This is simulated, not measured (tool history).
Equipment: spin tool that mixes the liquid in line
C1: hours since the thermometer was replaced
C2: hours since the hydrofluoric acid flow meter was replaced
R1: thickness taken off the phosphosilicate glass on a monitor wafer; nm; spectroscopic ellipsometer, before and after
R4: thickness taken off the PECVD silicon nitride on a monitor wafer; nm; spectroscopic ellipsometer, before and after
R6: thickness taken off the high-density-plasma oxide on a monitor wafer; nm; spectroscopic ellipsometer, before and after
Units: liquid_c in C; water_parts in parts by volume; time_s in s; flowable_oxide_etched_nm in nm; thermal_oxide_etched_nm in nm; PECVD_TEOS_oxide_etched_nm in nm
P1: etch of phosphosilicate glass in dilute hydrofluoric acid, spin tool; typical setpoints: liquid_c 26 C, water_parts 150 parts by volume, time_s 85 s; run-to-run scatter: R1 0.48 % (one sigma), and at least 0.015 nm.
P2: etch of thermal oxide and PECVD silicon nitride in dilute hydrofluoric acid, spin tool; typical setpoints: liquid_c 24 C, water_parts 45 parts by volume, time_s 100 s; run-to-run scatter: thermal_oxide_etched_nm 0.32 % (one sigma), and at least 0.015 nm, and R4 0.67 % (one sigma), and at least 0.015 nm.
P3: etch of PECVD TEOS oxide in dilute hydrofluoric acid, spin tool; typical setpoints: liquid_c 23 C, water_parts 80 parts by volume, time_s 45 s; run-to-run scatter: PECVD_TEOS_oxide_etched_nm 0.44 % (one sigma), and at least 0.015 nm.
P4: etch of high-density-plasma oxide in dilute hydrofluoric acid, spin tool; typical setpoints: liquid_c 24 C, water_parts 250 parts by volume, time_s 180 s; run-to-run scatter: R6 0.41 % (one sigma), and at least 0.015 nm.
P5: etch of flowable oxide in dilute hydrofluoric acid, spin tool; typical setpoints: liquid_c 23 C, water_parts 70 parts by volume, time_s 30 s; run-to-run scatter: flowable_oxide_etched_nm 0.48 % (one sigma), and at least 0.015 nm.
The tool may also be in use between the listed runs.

run 1 hour=19.4 | process=P1 liquid_c=26 water_parts=150 time_s=85 | C1=233.5 C2=523.5 | R1=34.554
run 2 hour=32.3 | process=P5 liquid_c=23 water_parts=125 time_s=30 | C1=246.4 C2=536.4 | flowable_oxide_etched_nm=5.716
run 3 hour=49.8 | process=P1 liquid_c=26 water_parts=270 time_s=85 | C1=263.9 C2=553.9 | R1=16.715
run 4 hour=66.6 | process=P2 liquid_c=24 water_parts=25 time_s=100 | C1=280.7 C2=570.7 | thermal_oxide_etched_nm=22.081 R4=7.5407
run 5 hour=83 | process=P3 liquid_c=23 water_parts=80 time_s=15 | C1=297.1 C2=587.1 | PECVD_TEOS_oxide_etched_nm=1.7451
run 6 hour=96 | process=P1 liquid_c=26 water_parts=150 time_s=85 | C1=310.1 C2=600.1 | R1=34.239
run 7 hour=113.9 | process=P5 liquid_c=23 water_parts=70 time_s=15 | C1=328 C2=618 | flowable_oxide_etched_nm=5.449
run 8 hour=125.9 | process=P1 liquid_c=26 water_parts=150 time_s=85 | C1=340 C2=630 | R1=34.475
run 9 hour=138.7 | process=P4 liquid_c=24 water_parts=250 time_s=180 | C1=352.8 C2=642.8 | R6=5.2402
run 10 hour=157.3 | process=P5 liquid_c=17 water_parts=70 time_s=30 | C1=371.4 C2=661.4 | flowable_oxide_etched_nm=8.4904
run 11 hour=166.9 | process=P4 liquid_c=24 water_parts=250 time_s=15 | C1=381 C2=671 | R6=0.42773
run 12 hour=183 | process=P3 liquid_c=17 water_parts=80 time_s=45 | C1=397.1 C2=687.1 | PECVD_TEOS_oxide_etched_nm=3.978
run 13 hour=201.7 | process=P2 liquid_c=17 water_parts=45 time_s=100 | C1=415.8 C2=705.8 | thermal_oxide_etched_nm=8.7799 R4=2.6274
run 14 hour=212.3 | process=P1 liquid_c=26 water_parts=150 time_s=85 | C1=426.4 C2=716.4 | R1=34.253
run 15 hour=225.7 | process=P4 liquid_c=24 water_parts=250 time_s=180 | C1=439.8 C2=729.8 | R6=5.2594
run 16 hour=244.2 | process=P4 liquid_c=30.5 water_parts=250 time_s=180 | C1=458.3 C2=748.3 | R6=6.5871
run 17 hour=258 | process=P1 liquid_c=26 water_parts=150 time_s=30 | C1=472.1 C2=762.1 | R1=12.175
run 18 hour=274.5 | process=P1 liquid_c=26 water_parts=150 time_s=85 | C1=488.6 C2=778.6 | R1=34.481
run 19 hour=287.8 | process=P3 liquid_c=23 water_parts=80 time_s=45 | C1=501.9 C2=791.9 | PECVD_TEOS_oxide_etched_nm=5.0945
run 20 hour=304.4 | process=P2 liquid_c=24 water_parts=45 time_s=170 | C1=518.5 C2=808.5 | thermal_oxide_etched_nm=20.185 R4=7.1591
run 21 hour=314.4 | process=P1 liquid_c=26 water_parts=150 time_s=160 | C1=528.5 C2=818.5 | R1=65.243
run 22 hour=326.9 | process=P1 liquid_c=20 water_parts=150 time_s=30 | C1=541 C2=831 | R1=9.6697
run 23 hour=343.7 | process=P5 liquid_c=23 water_parts=70 time_s=30 | C1=557.8 C2=847.8 | flowable_oxide_etched_nm=10.825
run 24 hour=357.7 | process=P1 liquid_c=26 water_parts=50 time_s=85 | C1=571.8 C2=861.8 | R1=117.9
run 25 hour=368.3 | process=P1 liquid_c=20 water_parts=150 time_s=85 | C1=582.4 C2=872.4 | R1=27.189
run 26 hour=387 | process=P4 liquid_c=24 water_parts=350 time_s=180 | C1=601.1 C2=891.1 | R6=3.4146
run 27 hour=403.4 | process=P1 liquid_c=26 water_parts=150 time_s=85 | C1=617.5 C2=907.5 | R1=34.438
run 28 hour=415.9 | process=P1 liquid_c=31 water_parts=150 time_s=85 | C1=630 C2=920 | R1=41.391
run 29 hour=426 | process=P3 liquid_c=23 water_parts=80 time_s=45 | C1=640.1 C2=930.1 | PECVD_TEOS_oxide_etched_nm=5.1112
run 30 hour=435.2 | process=P3 liquid_c=23 water_parts=40 time_s=45 | C1=649.3 C2=939.3 | PECVD_TEOS_oxide_etched_nm=10.744
run 31 hour=448.7 | process=P2 liquid_c=24 water_parts=45 time_s=100 | C1=662.8 C2=952.8 | thermal_oxide_etched_nm=11.91 R4=4.2394
run 32 hour=461.7 | process=P1 liquid_c=26 water_parts=150 time_s=85 | C1=675.8 C2=965.8 | R1=34.589
run 33 hour=477 | process=P1 liquid_c=26 water_parts=150 time_s=85 | C1=691.1 C2=981.1 | R1=33.682
run 34 hour=487.2 | process=P1 liquid_c=26 water_parts=150 time_s=85 | C1=701.3 C2=991.3 | R1=33.557
run 35 hour=500.5 | process=P1 liquid_c=26 water_parts=150 time_s=85 | C1=714.6 C2=1004.6 | R1=33.33
run 36 hour=518.8 | process=P1 liquid_c=26 water_parts=150 time_s=85 | C1=732.9 C2=1022.9 | R1=32.912
run 37 hour=537.4 | process=P1 liquid_c=26 water_parts=150 time_s=85 | C1=751.5 C2=1041.5 | R1=32.734
run 38 hour=550.1 | process=P1 liquid_c=26 water_parts=150 time_s=85 | C1=764.2 C2=1054.2 | R1=32.939
run 39 hour=561 | process=P1 liquid_c=26 water_parts=150 time_s=85 | C1=775.1 C2=1065.1 | R1=32.617
run 40 hour=574.1 | process=P1 liquid_c=26 water_parts=150 time_s=85 | C1=788.2 C2=1078.2 | R1=32.52
run 41 hour=589 | process=P1 liquid_c=26 water_parts=150 time_s=85 | C1=803.1 C2=1093.1 | R1=32.304
run 42 hour=606 | process=P1 liquid_c=26 water_parts=150 time_s=85 | C1=820.1 C2=1110.1 | R1=32.394
run 43 hour=616.7 | process=P1 liquid_c=26 water_parts=150 time_s=85 | C1=830.8 C2=1120.8 | R1=31.932

Compared with where it was, what P1 gives has crept away. Each cause listed below fits the log as well as the rest, at the size given for it:
A: hydrofluoric acid flow below the setpoint (%) = 5.14
B: liquid colder than its thermometer reads (K) = 1.66
At approximately hour 461.7, the process output began to creep.

Consider the 4 single-wafer check runs listed below, results given as question marks: which one distinguishes between the causes by giving clearly different results for each?
run check 1 hour=627.4 | process=P3 liquid_c=17 water_parts=80 time_s=45 | PECVD_TEOS_oxide_etched_nm=?
run check 2 hour=627.4 | process=P2 liquid_c=20.5 water_parts=45 time_s=100 | thermal_oxide_etched_nm=? R4=?
run check 3 hour=627.4 | process=P5 liquid_c=20 water_parts=115 time_s=30 | flowable_oxide_etched_nm=?
run check 4 hour=627.4 | process=P4 liquid_c=27 water_parts=250 time_s=15 | R6=?

Check results expected under each cause:
check=check_1 result=PECVD_TEOS_oxide_etched_nm if_A=3.757 if_B=3.7047
check=check_2 result=thermal_oxide_etched_nm if_A=9.7008 if_B=9.5548
check=check_2 result=R4 if_A=3.1521 if_B=2.9551
check=check_3 result=flowable_oxide_etched_nm if_A=5.2405 if_B=5.196
check=check_4 result=R6 if_A=0.45504 if_B=0.45938
Per check, the gap between the least separated pair of causes, taken in the result that splits them most: check 1 1.4 %; check 2 6.45 %; check 3 0.85 %; check 4 0.95 %
Of the check runs offered, only check 2 discriminates between the causes; the rest would read about the same regardless of which cause applies.

Check 2 was carried out, with these results: thermal_oxide_etched_nm 9.7572 nm; R4 3.1542 nm. Which of the listed causes is responsible?

A is the cause: hydrofluoric acid flow below the setpoint (%).
